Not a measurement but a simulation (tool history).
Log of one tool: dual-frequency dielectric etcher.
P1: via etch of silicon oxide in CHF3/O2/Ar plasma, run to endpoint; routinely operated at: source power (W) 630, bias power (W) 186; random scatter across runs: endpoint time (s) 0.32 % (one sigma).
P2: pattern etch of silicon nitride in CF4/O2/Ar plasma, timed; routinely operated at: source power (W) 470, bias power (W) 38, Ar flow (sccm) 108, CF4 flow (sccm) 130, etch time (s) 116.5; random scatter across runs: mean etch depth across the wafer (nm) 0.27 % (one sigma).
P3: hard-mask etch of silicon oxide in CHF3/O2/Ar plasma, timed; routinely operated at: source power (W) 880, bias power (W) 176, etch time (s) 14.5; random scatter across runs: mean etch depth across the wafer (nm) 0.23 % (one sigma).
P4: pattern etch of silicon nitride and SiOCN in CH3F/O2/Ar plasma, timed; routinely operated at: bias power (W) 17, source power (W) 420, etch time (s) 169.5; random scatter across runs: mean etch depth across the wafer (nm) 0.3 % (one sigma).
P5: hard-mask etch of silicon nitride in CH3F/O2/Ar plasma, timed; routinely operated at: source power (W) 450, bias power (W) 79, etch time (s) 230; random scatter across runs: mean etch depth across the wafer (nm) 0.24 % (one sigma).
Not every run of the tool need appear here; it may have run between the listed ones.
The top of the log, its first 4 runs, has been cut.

run   hour  process that ran  source power (W)  bias power (W)  etch time (s)  Ar flow (sccm)  CF4 flow (sccm)  hours since the last wet clean  hours since the last source power generator calibration  hours since the last bias power generator calibration  endpoint time (s)  mean etch depth across the wafer (nm)
  5   61.2                P4               420              17            107                                                              414                                                     2973                                                  936.8                                                    13.141
  6   73.9                P3              1120             176           14.5                                                            426.7                                                   2985.7                                                  949.5                                                    35.969
  7   83.1                P1               630             186                                                                           435.9                                                   2994.9                                                  958.7             269.07
  8  100.5                P2               470              38          116.5             145              130                           453.3                                                   3012.3                                                  976.1                                                     187.9
  9  119.3                P1               630             186                                                                           472.1                                                   3031.1                                                  994.9              268.4
 10  132.4                P4               420              23          169.5                                                            485.2                                                   3044.2                                                   1008                                                     23.53
 11  141.3                P1               400             155                                                                           494.1                                                   3053.1                                                 1016.9             341.24
 12  154.6                P3               880             176             22                                                            507.4                                                   3066.4                                                 1030.2                                                    49.679
 13  173.2                P2               570              38          116.5             108              130                             526                                                     3085                                                 1048.8                                                    231.24
 14  190.9                P2               470              38          116.5             108              182                           543.7                                                   3102.7                                                 1066.5                                                    201.85
 15    203                P1               630             241                                                                           555.8                                                   3114.8                                                 1078.6             246.46
 16  220.5                P2               470              29          116.5             108              130                           573.3                                                   3132.3                                                 1096.1                                                    177.65
 17  231.3                P1               630             122                                                                           584.1                                                   3143.1                                                 1106.9             307.21
 18  240.8                P2               470              38          116.5             108              130                           593.6                                                   3152.6                                                 1116.4                                                    195.36
 19  251.5                P5               450             105            230                                                            604.3                                                   3163.3                                                 1127.1                                                    192.52
 20  263.8                P3               880             176           14.5                                                            616.6                                                   3175.6                                                 1139.4                                                    32.658
 21    275                P4               420              17          169.5                                                            627.8                                                   3186.8                                                 1150.6                                                    20.882
 22    290                P3               880             176           14.5                                                            642.8                                                   3201.8                                                 1165.6                                                    32.853
 23  301.1                P1               880             259                                                                           653.9                                                   3212.9                                                 1176.7             211.62
 24  313.3                P3               880             119           14.5                                                            666.1                                                   3225.1                                                 1188.9                                                    29.013

Predict the results of run 25:
 25  321.8                P1               630             186                                                                           674.6                                                   3233.6                                                 1197.4                  ?

{"run 25": {"endpoint time (s)": 270.06}}
